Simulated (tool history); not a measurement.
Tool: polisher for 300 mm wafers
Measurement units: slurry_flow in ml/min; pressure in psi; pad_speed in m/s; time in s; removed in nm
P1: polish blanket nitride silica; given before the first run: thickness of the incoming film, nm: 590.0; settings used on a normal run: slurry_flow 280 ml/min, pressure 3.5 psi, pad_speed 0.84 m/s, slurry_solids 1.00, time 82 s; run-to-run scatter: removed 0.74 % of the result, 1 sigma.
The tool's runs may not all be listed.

{"run": 1, "hour": 8.3, "slurry_flow": 280, "pressure": 3.5, "pad_speed": 0.84, "slurry_solids": 1.0, "time": 82, "removed": 37.222}
{"run": 2, "hour": 18.1, "slurry_flow": 280, "pressure": 3.5, "pad_speed": 1.3, "slurry_solids": 1.0, "time": 82, "removed": 52.215}
{"run": 3, "hour": 24.8, "slurry_flow": 280, "pressure": 3.5, "pad_speed": 0.84, "slurry_solids": 1.0, "time": 37, "removed": 16.461}
{"run": 4, "hour": 32.3, "slurry_flow": 280, "pressure": 3.5, "pad_speed": 0.84, "slurry_solids": 1.0, "time": 107, "removed": 48.488}
{"run": 5, "hour": 42.0, "slurry_flow": 280, "pressure": 5.4, "pad_speed": 0.84, "slurry_solids": 1.0, "time": 82, "removed": 57.213}
{"run": 6, "hour": 53.9, "slurry_flow": 170, "pressure": 4.5, "pad_speed": 0.84, "slurry_solids": 1.0, "time": 82, "removed": 44.593}
{"run": 7, "hour": 60.3, "slurry_flow": 280, "pressure": 3.5, "pad_speed": 0.84, "slurry_solids": 1.0, "time": 82, "removed": 36.997}
{"run": 8, "hour": 67.7, "slurry_flow": 170, "pressure": 3.5, "pad_speed": 0.84, "slurry_solids": 1.0, "time": 82, "removed": 34.592}
{"run": 9, "hour": 77.3, "slurry_flow": 400, "pressure": 3.5, "pad_speed": 0.84, "slurry_solids": 1.0, "time": 82, "removed": 38.237}
{"run": 10, "hour": 84.1, "slurry_flow": 280, "pressure": 3.5, "pad_speed": 0.46, "slurry_solids": 1.0, "time": 82, "removed": 22.844}
{"run": 11, "hour": 91.0, "slurry_flow": 280, "pressure": 3.5, "pad_speed": 0.84, "slurry_solids": 1.0, "time": 82, "removed": 36.816}
{"run": 12, "hour": 103.1, "slurry_flow": 405, "pressure": 1.9, "pad_speed": 0.84, "slurry_solids": 1.0, "time": 82, "removed": 20.627}
{"run": 13, "hour": 112.8, "slurry_flow": 280, "pressure": 3.5, "pad_speed": 0.84, "slurry_solids": 1.0, "time": 82, "removed": 37.212}
{"run": 14, "hour": 123.7, "slurry_flow": 280, "pressure": 3.5, "pad_speed": 0.84, "slurry_solids": 1.0, "time": 82, "removed": 36.987}
{"run": 15, "hour": 132.2, "slurry_flow": 280, "pressure": 2.1, "pad_speed": 0.84, "slurry_solids": 1.0, "time": 82, "removed": 22.055}
{"run": 16, "hour": 138.7, "slurry_flow": 280, "pressure": 3.5, "pad_speed": 0.84, "slurry_solids": 0.55, "time": 82, "removed": 27.258}
{"run": 17, "hour": 150.5, "slurry_flow": 280, "pressure": 3.5, "pad_speed": 0.84, "slurry_solids": 1.3, "time": 82, "removed": 41.348}
{"run": 18, "hour": 159.4, "slurry_flow": 280, "pressure": 3.5, "pad_speed": 0.84, "slurry_solids": 1.0, "time": 82, "removed": 37.138}

Run 19 comes next. What will it give?
{"run": 19, "hour": 172.0, "slurry_flow": 280, "pressure": 3.5, "pad_speed": 0.84, "slurry_solids": 1.0, "time": 82, "removed": "?"}

removed: 35.747 nm
